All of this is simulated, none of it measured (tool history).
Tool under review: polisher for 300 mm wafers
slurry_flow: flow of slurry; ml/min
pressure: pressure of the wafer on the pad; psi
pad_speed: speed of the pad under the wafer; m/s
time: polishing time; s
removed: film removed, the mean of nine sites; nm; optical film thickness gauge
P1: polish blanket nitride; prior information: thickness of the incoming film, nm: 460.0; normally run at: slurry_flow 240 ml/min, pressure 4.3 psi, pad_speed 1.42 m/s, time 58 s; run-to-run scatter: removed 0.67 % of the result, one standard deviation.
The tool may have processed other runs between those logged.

| run | hour | slurry_flow | pressure | pad_speed | time | removed |
|---|---|---|---|---|---|---|
| 1 | 12.8 | 240 | 4.3 | 1.42 | 58 | 168.920 |
| 2 | 22.2 | 240 | 5.8 | 1.42 | 58 | 228.240 |
| 3 | 33.6 | 240 | 2.1 | 1.42 | 58 | 82.543 |
| 4 | 42.7 | 240 | 2.5 | 1.00 | 58 | 74.457 |
| 5 | 58.9 | 350 | 4.3 | 1.42 | 58 | 174.850 |
| 6 | 73.7 | 240 | 4.3 | 1.42 | 58 | 169.370 |
| 7 | 82.0 | 240 | 4.3 | 0.64 | 58 | 88.498 |
| 8 | 92.3 | 240 | 4.3 | 1.42 | 74 | 215.340 |
| 9 | 101.4 | 240 | 4.3 | 1.42 | 58 | 168.840 |
| 10 | 114.8 | 240 | 4.3 | 1.42 | 58 | 169.070 |
| 11 | 124.3 | 240 | 6.4 | 1.42 | 32 | 137.880 |
| 12 | 138.0 | 240 | 4.3 | 1.42 | 58 | 167.700 |
| 13 | 155.1 | 240 | 4.3 | 2.14 | 58 | 232.460 |
| 14 | 172.0 | 150 | 4.3 | 1.42 | 58 | 157.410 |
| 15 | 181.5 | 240 | 4.3 | 1.42 | 40 | 115.240 |
| 16 | 194.8 | 240 | 4.3 | 1.42 | 58 | 171.880 |
| 17 | 203.0 | 240 | 4.3 | 1.42 | 58 | 168.010 |
| 18 | 219.3 | 240 | 4.3 | 1.42 | 58 | 165.550 |
| 19 | 234.9 | 240 | 4.3 | 1.42 | 58 | 162.510 |
| 20 | 245.2 | 240 | 4.3 | 1.42 | 58 | 163.140 |
| 21 | 259.7 | 240 | 4.3 | 1.42 | 58 | 158.870 |
|  | 272.4 | worn pad replaced by a new one |
| 22 | 276.8 | 240 | 4.3 | 1.42 | 58 | 158.900 |
| 23 | 292.6 | 240 | 4.3 | 1.42 | 58 | 158.490 |
| 24 | 304.1 | 240 | 4.3 | 1.42 | 58 | 157.770 |
| 25 | 321.9 | 240 | 4.3 | 1.42 | 58 | 158.850 |

The output of P1 has drifted from where it used to be. Each of the 2 causes below, taken at the size shown beside it, accounts for the log equally well:
A: slurry flow missing at the pad, % = 34.7
B: head's pressure below its setpoint, % = 5.65
Onset of the creep was near hour 194.8.
What rules out each remaining cause:
removal rate lost through wear of the pad, %: serviced after onset, at hour 272.4, with no recovery of the prior output

The list below offers 4 check runs, each averaging the results of 5 wafers, and shows each result as a question mark. For which of them would the listed causes give clearly different results?
| check 1 | 339.7 | 240 | 5.3 | 1.42 | 58 | ? |
| check 2 | 339.7 | 165 | 4.3 | 1.96 | 58 | ? |
| check 3 | 339.7 | 240 | 2.2 | 1.94 | 58 | ? |
| check 4 | 339.7 | 240 | 4.3 | 2.02 | 58 | ? |

Expected result of each check under each candidate cause:
| check | result | if A | if B |
|---|---|---|---|
| check 1 | removed | 196.400 | 196.380 |
| check 2 | removed | 191.530 | 196.180 |
| check 3 | removed | 104.640 | 104.630 |
| check 4 | removed | 211.240 | 211.230 |
Smallest distance between any two causes, each pair judged by its most separating result, in per cent: check 1 0.01 %; check 2 2.4 %; check 3 0.01 %; check 4 0.01 %
The causes can be told apart only by check 2. The other checks would give nearly the same results under each of them.

Check 2 was then run and gave: removed 195.180 nm. Which cause is it?

The cause is B: head's pressure below its setpoint, %.
